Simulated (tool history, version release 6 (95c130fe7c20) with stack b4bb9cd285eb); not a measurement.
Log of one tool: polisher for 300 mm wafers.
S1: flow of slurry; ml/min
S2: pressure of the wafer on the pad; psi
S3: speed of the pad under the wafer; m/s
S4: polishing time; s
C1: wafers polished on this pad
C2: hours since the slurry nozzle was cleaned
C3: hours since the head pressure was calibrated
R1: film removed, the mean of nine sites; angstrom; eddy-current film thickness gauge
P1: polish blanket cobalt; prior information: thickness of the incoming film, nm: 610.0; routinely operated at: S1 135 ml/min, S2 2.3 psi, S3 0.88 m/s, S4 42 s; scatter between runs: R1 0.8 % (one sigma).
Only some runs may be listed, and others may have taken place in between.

| run | hour | S1 | S2 | S3 | S4 | C1 | C2 | C3 | R1 |
|---|---|---|---|---|---|---|---|---|---|
| 1 | 8.7 | 135 | 2.3 | 0.88 | 42 | 524 | 116.5 | 1012.5 | 1967.9 |
| 2 | 18.9 | 135 | 2.3 | 0.88 | 55 | 687 | 126.7 | 1022.7 | 2556 |
| 3 | 26.1 | 135 | 2.3 | 0.88 | 42 | 803 | 133.9 | 1029.9 | 1982.2 |
| 4 | 40.1 | 135 | 2.3 | 1.3 | 42 | 1028 | 147.9 | 1043.9 | 2948.4 |
| 5 | 52.5 | 175 | 2.3 | 1.2 | 42 | 1227 | 160.3 | 1056.3 | 2793.8 |
| 6 | 59.5 | 100 | 2.3 | 0.88 | 42 | 1340 | 167.3 | 1063.3 | 1871.3 |
| 7 | 73.3 | 135 | 1 | 0.88 | 42 | 1562 | 181.1 | 1077.1 | 870.1 |
| 8 | 82.6 | 135 | 2.3 | 0.88 | 42 | 1711 | 190.4 | 1086.4 | 1967.6 |
| 9 | 92.9 | 80 | 2.3 | 0.88 | 60 | 1876 | 200.7 | 1096.7 | 2506.4 |
| 10 | 102.8 | 135 | 1.1 | 0.88 | 21 | 2036 | 210.6 | 1106.6 | 473.05 |
|  | 111.7 | head pressure recalibrated |
| 11 | 115.8 | 135 | 2.3 | 0.88 | 42 | 2244 | 223.6 | 4.1 | 1983.7 |
| 12 | 123.5 | 190 | 2.3 | 0.88 | 42 | 2368 | 231.3 | 11.8 | 2087.3 |
| 13 | 135.5 | 135 | 2.3 | 0.42 | 42 | 2561 | 243.3 | 23.8 | 949.87 |
|  | 136.4 | slurry nozzle cleaned |
| 14 | 148.3 | 135 | 3.5 | 0.88 | 42 | 2767 | 11.9 | 36.6 | 3012.5 |
| 15 | 157.8 | 135 | 2.3 | 0.88 | 26 | 2919 | 21.4 | 46.1 | 1232.2 |
| 16 | 165 | 135 | 2.3 | 0.88 | 42 | 3035 | 28.6 | 53.3 | 1983.5 |
| 17 | 175.9 | 135 | 2.3 | 0.88 | 42 | 3210 | 39.5 | 64.2 | 1917.8 |
| 18 | 188.9 | 135 | 2.3 | 0.88 | 42 | 3419 | 52.5 | 77.2 | 1908.3 |
| 19 | 202.7 | 135 | 2.3 | 0.88 | 42 | 3641 | 66.3 | 91 | 1862.3 |
| 20 | 210.2 | 135 | 2.3 | 0.88 | 42 | 3761 | 73.8 | 98.5 | 1805 |
| 21 | 216.3 | 135 | 2.3 | 0.88 | 42 | 3859 | 79.9 | 104.6 | 1789.1 |
| 22 | 226.2 | 135 | 2.3 | 0.88 | 42 | 4018 | 89.8 | 114.5 | 1800.4 |
| 23 | 235.8 | 135 | 2.3 | 0.88 | 42 | 4173 | 99.4 | 124.1 | 1775.2 |
|  | 239.1 | head pressure recalibrated |
| 24 | 249.9 | 135 | 2.3 | 0.88 | 42 | 4399 | 113.5 | 10.9 | 1754.8 |
| 25 | 263.1 | 135 | 2.3 | 0.88 | 42 | 4611 | 126.7 | 24.1 | 1756.4 |
| 26 | 273.5 | 135 | 2.3 | 0.88 | 42 | 4778 | 137.1 | 34.5 | 1776.4 |

The output of P1 has drifted from where it used to be. Each of the 2 causes below, taken at the size shown beside it, accounts for the log equally well:
A: slurry flow missing at the pad, % = 38.8
B: removal rate lost through wear of the pad, % = 11.2
The process output started creeping at around hour 165.
Other possible causes, and why each is ruled out:
head's pressure below its setpoint, %: serviced at hour 239.1, which brought nothing back

Which of the 4 check runs listed below, each an average over 5 wafers with its results shown as question marks, gives clearly different results under the different listed causes?
| check 1 | 283.9 | 135 | 2.3 | 1.24 | 30 |  |  |  | ? |
| check 2 | 283.9 | 135 | 3.3 | 1.12 | 42 |  |  |  | ? |
| check 3 | 283.9 | 180 | 2.3 | 0.88 | 52 |  |  |  | ? |
| check 4 | 283.9 | 135 | 1.4 | 0.88 | 42 |  |  |  | ? |

What every check run would give for each of its results, assuming each possible cause in turn:
| check | result | if A | if B |
|---|---|---|---|
| check 1 | R1 | 1774.3 | 1774 |
| check 2 | R1 | 3219.1 | 3218.5 |
| check 3 | R1 | 2354.1 | 2290.8 |
| check 4 | R1 | 1073 | 1072.8 |
How far apart the two closest causes lie, in the result that separates them most: check 1 0.02 %; check 2 0.02 %; check 3 2.73 %; check 4 0.02 %
Only check 3 tells the causes apart: in the others they would give nearly the same result.

With check 3 done, the readings were: R1 2348.5 angstrom. Identify which of the listed causes applies.

A is the cause: slurry flow missing at the pad, %.

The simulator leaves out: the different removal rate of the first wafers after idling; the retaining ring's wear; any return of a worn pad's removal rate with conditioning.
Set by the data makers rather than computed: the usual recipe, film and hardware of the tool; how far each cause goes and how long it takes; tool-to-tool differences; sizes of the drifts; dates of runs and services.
